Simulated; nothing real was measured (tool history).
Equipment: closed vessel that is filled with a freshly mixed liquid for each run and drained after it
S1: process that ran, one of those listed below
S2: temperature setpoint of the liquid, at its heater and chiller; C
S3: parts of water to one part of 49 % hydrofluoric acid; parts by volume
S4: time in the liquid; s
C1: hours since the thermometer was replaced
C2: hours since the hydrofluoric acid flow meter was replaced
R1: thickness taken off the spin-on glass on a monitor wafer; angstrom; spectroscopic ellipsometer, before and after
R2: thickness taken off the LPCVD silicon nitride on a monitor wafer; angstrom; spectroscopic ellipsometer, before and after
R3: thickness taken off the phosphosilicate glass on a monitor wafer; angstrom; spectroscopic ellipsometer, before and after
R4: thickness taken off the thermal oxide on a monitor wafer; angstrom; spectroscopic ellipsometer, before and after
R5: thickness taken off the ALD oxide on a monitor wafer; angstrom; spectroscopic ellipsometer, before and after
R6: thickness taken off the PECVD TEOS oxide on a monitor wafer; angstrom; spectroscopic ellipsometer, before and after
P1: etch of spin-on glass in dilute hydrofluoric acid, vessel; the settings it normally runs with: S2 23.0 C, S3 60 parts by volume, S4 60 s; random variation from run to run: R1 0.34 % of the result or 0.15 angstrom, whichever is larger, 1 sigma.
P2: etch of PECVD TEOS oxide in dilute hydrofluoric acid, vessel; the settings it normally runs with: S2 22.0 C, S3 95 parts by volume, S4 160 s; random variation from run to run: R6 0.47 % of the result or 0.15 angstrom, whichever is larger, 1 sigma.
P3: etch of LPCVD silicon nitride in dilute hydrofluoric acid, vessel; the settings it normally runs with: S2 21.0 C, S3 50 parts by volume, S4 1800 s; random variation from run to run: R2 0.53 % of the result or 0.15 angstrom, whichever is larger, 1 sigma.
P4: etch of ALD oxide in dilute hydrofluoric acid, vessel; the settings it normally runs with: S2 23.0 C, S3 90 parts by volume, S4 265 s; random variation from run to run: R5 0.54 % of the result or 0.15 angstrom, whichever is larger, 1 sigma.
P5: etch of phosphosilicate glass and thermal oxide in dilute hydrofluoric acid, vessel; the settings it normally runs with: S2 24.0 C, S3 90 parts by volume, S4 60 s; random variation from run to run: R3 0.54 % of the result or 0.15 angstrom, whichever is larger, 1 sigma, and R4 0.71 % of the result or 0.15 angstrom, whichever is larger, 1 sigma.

Run 1, hour 11.2: S1 P1, S2 23.0 C, S3 60 parts by volume, S4 60 s; C1 842.3; C2 714.6. Result: R1 474.71 angstrom.
Run 2, hour 24.3: S1 P3, S2 21.0 C, S3 80 parts by volume, S4 1800 s; C1 855.4; C2 727.7. Result: R2 95.915 angstrom.
Run 3, hour 32.5: S1 P1, S2 23.0 C, S3 60 parts by volume, S4 30 s; C1 863.6; C2 735.9. Result: R1 238.19 angstrom.
Run 4, hour 44.7: S1 P5, S2 24.0 C, S3 90 parts by volume, S4 60 s; C1 875.8; C2 748.1. Result: R3 411.84 angstrom, R4 31.839 angstrom.
Run 5, hour 60.4: S1 P3, S2 21.0 C, S3 50 parts by volume, S4 505 s; C1 891.5; C2 763.8. Result: R2 41.986 angstrom.
Run 6, hour 69.8: S1 P1, S2 23.0 C, S3 60 parts by volume, S4 60 s; C1 900.9; C2 773.2. Result: R1 480.15 angstrom.
Run 7, hour 80.1: S1 P1, S2 23.0 C, S3 105 parts by volume, S4 60 s; C1 911.2; C2 783.5. Result: R1 258.50 angstrom.
Run 8, hour 88.1: S1 P1, S2 23.0 C, S3 60 parts by volume, S4 60 s; C1 919.2; C2 791.5. Result: R1 474.21 angstrom.
Run 9, hour 99.2: S1 P1, S2 23.0 C, S3 60 parts by volume, S4 60 s; C1 930.3; C2 802.6. Result: R1 475.94 angstrom.
Run 10, hour 114.8: S1 P1, S2 18.5 C, S3 35 parts by volume, S4 60 s; C1 945.9; C2 818.2. Result: R1 695.53 angstrom.
Run 11, hour 123.4: S1 P4, S2 30.5 C, S3 90 parts by volume, S4 265 s; C1 954.5; C2 826.8. Result: R5 373.94 angstrom.
Run 12, hour 134.8: S1 P5, S2 24.0 C, S3 90 parts by volume, S4 115 s; C1 965.9; C2 838.2. Result: R3 782.23 angstrom, R4 61.569 angstrom.
Run 13, hour 144.2: S1 P4, S2 23.0 C, S3 30 parts by volume, S4 265 s; C1 975.3; C2 847.6. Result: R5 900.13 angstrom.
Run 14, hour 157.4: S1 P1, S2 23.0 C, S3 60 parts by volume, S4 60 s; C1 988.5; C2 860.8. Result: R1 479.54 angstrom.
Run 15, hour 172.8: S1 P2, S2 22.0 C, S3 95 parts by volume, S4 270 s; C1 1003.9; C2 876.2. Result: R6 430.35 angstrom.
Run 16, hour 188.4: S1 P2, S2 28.0 C, S3 95 parts by volume, S4 160 s; C1 1019.5; C2 891.8. Result: R6 321.89 angstrom.
Run 17, hour 204.7: S1 P1, S2 27.5 C, S3 60 parts by volume, S4 60 s; C1 1035.8; C2 908.1. Result: R1 572.56 angstrom.
At hour 220.8: hydrofluoric acid flow meter replaced.
Run 18, hour 220.8: S1 P3, S2 17.0 C, S3 50 parts by volume, S4 1800 s; C1 1051.9; C2 0.1. Result: R2 114.320 angstrom.
Run 19, hour 231.0: S1 P1, S2 17.0 C, S3 60 parts by volume, S4 60 s; C1 1062.1; C2 10.3. Result: R1 369.95 angstrom.
Run 20, hour 242.0: S1 P5, S2 24.0 C, S3 90 parts by volume, S4 60 s; C1 1073.1; C2 21.3. Result: R3 408.97 angstrom, R4 31.877 angstrom.
Run 21, hour 254.5: S1 P4, S2 23.0 C, S3 90 parts by volume, S4 110 s; C1 1085.6; C2 33.8. Result: R5 114.57 angstrom.
Run 22, hour 263.3: S1 P4, S2 23.0 C, S3 90 parts by volume, S4 265 s; C1 1094.4; C2 42.6. Result: R5 277.12 angstrom.
Run 23, hour 270.7: S1 P5, S2 28.0 C, S3 90 parts by volume, S4 60 s; C1 1101.8; C2 50.0. Result: R3 482.87 angstrom, R4 37.531 angstrom.
Run 24, hour 281.0: S1 P1, S2 23.0 C, S3 60 parts by volume, S4 60 s; C1 1112.1; C2 60.3. Result: R1 478.50 angstrom.
Run 25, hour 291.8: S1 P5, S2 24.0 C, S3 155 parts by volume, S4 60 s; C1 1122.9; C2 71.1. Result: R3 219.38 angstrom, R4 17.391 angstrom.
Run 26, hour 303.0: S1 P2, S2 22.0 C, S3 170 parts by volume, S4 160 s; C1 1134.1; C2 82.3. Result: R6 131.90 angstrom.
Run 27, hour 312.2: S1 P2, S2 22.0 C, S3 95 parts by volume, S4 160 s; C1 1143.3; C2 91.5. Result: R6 255.85 angstrom.
Run 28, hour 325.7: S1 P1, S2 23.0 C, S3 60 parts by volume, S4 60 s; C1 1156.8; C2 105.0. Result: R1 477.93 angstrom.
Run 29, hour 338.6: S1 P1, S2 23.0 C, S3 60 parts by volume, S4 95 s; C1 1169.7; C2 117.9. Result: R1 751.86 angstrom.
Run 30, hour 350.4: S1 P2, S2 22.0 C, S3 95 parts by volume, S4 160 s; C1 1181.5; C2 129.7. Result: R6 252.96 angstrom.
Run 31, hour 363.2: S1 P4, S2 23.0 C, S3 90 parts by volume, S4 265 s; C1 1194.3; C2 142.5. Result: R5 277.81 angstrom.
Run 32, hour 373.5: S1 P1, S2 23.0 C, S3 25 parts by volume, S4 60 s; C1 1204.6; C2 152.8. Result: R1 1203.00 angstrom.
Run 33, hour 381.3: S1 P3, S2 21.0 C, S3 50 parts by volume, S4 1800 s; C1 1212.4; C2 160.6. Result: R2 151.610 angstrom.
Run 34, hour 397.2: S1 P1, S2 23.0 C, S3 60 parts by volume, S4 60 s; C1 1228.3; C2 176.5. Result: R1 479.00 angstrom.
Run 35, hour 411.1: S1 P1, S2 23.0 C, S3 60 parts by volume, S4 60 s; C1 1242.2; C2 190.4. Result: R1 488.88 angstrom.
Run 36, hour 418.7: S1 P1, S2 23.0 C, S3 60 parts by volume, S4 60 s; C1 1249.8; C2 198.0. Result: R1 492.68 angstrom.
Run 37, hour 433.8: S1 P1, S2 23.0 C, S3 60 parts by volume, S4 60 s; C1 1264.9; C2 213.1. Result: R1 502.39 angstrom.
Run 38, hour 446.1: S1 P1, S2 23.0 C, S3 60 parts by volume, S4 60 s; C1 1277.2; C2 225.4. Result: R1 506.59 angstrom.
Run 39, hour 455.6: S1 P1, S2 23.0 C, S3 60 parts by volume, S4 60 s; C1 1286.7; C2 234.9. Result: R1 504.77 angstrom.
Run 40, hour 468.5: S1 P1, S2 23.0 C, S3 60 parts by volume, S4 60 s; C1 1299.6; C2 247.8. Result: R1 505.41 angstrom.
Run 41, hour 479.5: S1 P1, S2 23.0 C, S3 60 parts by volume, S4 60 s; C1 1310.6; C2 258.8. Result: R1 511.89 angstrom.
Run 42, hour 495.8: S1 P1, S2 23.0 C, S3 60 parts by volume, S4 60 s; C1 1326.9; C2 275.1. Result: R1 510.49 angstrom.
Run 43, hour 504.6: S1 P1, S2 23.0 C, S3 60 parts by volume, S4 60 s; C1 1335.7; C2 283.9. Result: R1 510.56 angstrom.
Run 44, hour 512.7: S1 P1, S2 23.0 C, S3 60 parts by volume, S4 60 s; C1 1343.8; C2 292.0. Result: R1 512.82 angstrom.
Run 45, hour 525.7: S1 P1, S2 23.0 C, S3 60 parts by volume, S4 60 s; C1 1356.8; C2 305.0. Result: R1 510.19 angstrom.

What P1 gives has crept away from where it was. These 2 causes fit the log equally well, each at the size given:
A: liquid hotter than its thermometer reads (K) = 1.75
B: hydrofluoric acid flow above the setpoint (%) = 6.89
The onset of the drift is placed at about hour 397.2.

Listed below are the offered check runs, one wafer per run, with question marks in place of results. For which of them would the causes give clearly different outcomes?
Run check 1, hour 538.7: S1 P4, S2 23.0 C, S3 90 parts by volume, S4 265 s. Result: R5 ?.
Run check 2, hour 538.7: S1 P3, S2 21.0 C, S3 50 parts by volume, S4 1800 s. Result: R2 ?.
Run check 3, hour 538.7: S1 P2, S2 22.0 C, S3 95 parts by volume, S4 160 s. Result: R6 ?.
Run check 4, hour 538.7: S1 P5, S2 24.0 C, S3 90 parts by volume, S4 60 s. Result: R3 ?, R4 ?.

What each check would give under each cause:
  check  result     if A     if B
check 1      R5   298.57   299.70
check 2      R2  170.020  160.910
check 3      R6   274.66   275.63
check 4      R3   437.98   439.99
check 4      R4   34.680   34.839
Minimum pairwise separation of causes per check, each pair taken at its best-separating result: check 1 0.38 %; check 2 5.51 %; check 3 0.36 %; check 4 0.46 %
Check 2 tells the causes apart: in the others they would give nearly the same result.

Check 2 was then run and gave: R2 170.350 angstrom. Which cause is it?

It is A: liquid hotter than its thermometer reads (K).

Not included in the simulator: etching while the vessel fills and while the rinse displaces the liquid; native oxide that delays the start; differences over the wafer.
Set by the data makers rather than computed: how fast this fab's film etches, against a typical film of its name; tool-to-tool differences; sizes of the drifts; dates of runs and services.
